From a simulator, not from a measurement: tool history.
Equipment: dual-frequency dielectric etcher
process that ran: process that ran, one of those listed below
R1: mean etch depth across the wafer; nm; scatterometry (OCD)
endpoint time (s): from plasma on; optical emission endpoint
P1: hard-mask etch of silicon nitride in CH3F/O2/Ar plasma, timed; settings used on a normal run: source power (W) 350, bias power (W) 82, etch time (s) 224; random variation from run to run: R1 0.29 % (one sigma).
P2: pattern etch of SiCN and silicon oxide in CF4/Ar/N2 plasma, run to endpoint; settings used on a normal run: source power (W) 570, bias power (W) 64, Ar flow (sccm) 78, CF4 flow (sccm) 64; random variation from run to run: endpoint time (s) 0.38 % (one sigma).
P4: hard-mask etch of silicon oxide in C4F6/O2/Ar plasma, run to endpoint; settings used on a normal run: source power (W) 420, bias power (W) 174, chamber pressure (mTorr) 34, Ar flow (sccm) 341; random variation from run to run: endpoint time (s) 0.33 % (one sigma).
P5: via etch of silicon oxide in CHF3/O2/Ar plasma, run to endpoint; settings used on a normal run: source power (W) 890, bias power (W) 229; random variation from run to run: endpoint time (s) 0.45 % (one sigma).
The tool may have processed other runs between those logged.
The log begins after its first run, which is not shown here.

Run 2, hour 25.9: process that ran P2, source power (W) 340, bias power (W) 64, Ar flow (sccm) 78, CF4 flow (sccm) 64. Result: endpoint time (s) 19.183.
Run 3, hour 35.2: process that ran P2, source power (W) 570, bias power (W) 64, Ar flow (sccm) 95, CF4 flow (sccm) 64. Result: endpoint time (s) 12.630.
Run 4, hour 51.0: process that ran P1, source power (W) 470, bias power (W) 82, etch time (s) 224. Result: R1 172.35 nm.
Run 5, hour 66.8: process that ran P5, source power (W) 1180, bias power (W) 229. Result: endpoint time (s) 197.390.
Run 6, hour 77.1: process that ran P4, source power (W) 420, bias power (W) 174, Ar flow (sccm) 341, chamber pressure (mTorr) 34. Result: endpoint time (s) 62.483.
Run 7, hour 92.3: process that ran P4, source power (W) 420, bias power (W) 105, Ar flow (sccm) 341, chamber pressure (mTorr) 34. Result: endpoint time (s) 72.363.
Run 8, hour 104.2: process that ran P5, source power (W) 890, bias power (W) 305. Result: endpoint time (s) 195.900.
Run 9, hour 113.6: process that ran P1, source power (W) 350, bias power (W) 82, etch time (s) 224. Result: R1 153.25 nm.
Run 10, hour 125.5: process that ran P2, source power (W) 570, bias power (W) 64, Ar flow (sccm) 78, CF4 flow (sccm) 64. Result: endpoint time (s) 12.033.
Run 11, hour 142.0: process that ran P4, source power (W) 420, bias power (W) 174, Ar flow (sccm) 204, chamber pressure (mTorr) 34. Result: endpoint time (s) 58.488.
Run 12, hour 153.1: process that ran P1, source power (W) 250, bias power (W) 104, etch time (s) 224. Result: R1 148.50 nm.
At hour 161.4: source power generator calibrated.
Run 13, hour 165.0: process that ran P2, source power (W) 570, bias power (W) 64, Ar flow (sccm) 78, CF4 flow (sccm) 64. Result: endpoint time (s) 12.121.
Run 14, hour 173.5: process that ran P4, source power (W) 420, bias power (W) 174, Ar flow (sccm) 341, chamber pressure (mTorr) 44. Result: endpoint time (s) 64.317.
Run 15, hour 184.3: process that ran P1, source power (W) 350, bias power (W) 57, etch time (s) 224. Result: R1 134.87 nm.
Run 16, hour 195.4: process that ran P1, source power (W) 350, bias power (W) 103, etch time (s) 224. Result: R1 167.06 nm.
Run 17, hour 207.5: process that ran P1, source power (W) 350, bias power (W) 111, etch time (s) 138. Result: R1 106.01 nm.
Run 18, hour 218.0: process that ran P4, source power (W) 340, bias power (W) 174, Ar flow (sccm) 341, chamber pressure (mTorr) 34. Result: endpoint time (s) 67.790.
Run 19, hour 228.5: process that ran P5, source power (W) 890, bias power (W) 229. Result: endpoint time (s) 218.830.

For run 20, what comes out?
Run 20, hour 243.2: process that ran P1, source power (W) 350, bias power (W) 82, etch time (s) 224. Result: R1 ?.

{"run 20": {"R1": 153.79}}
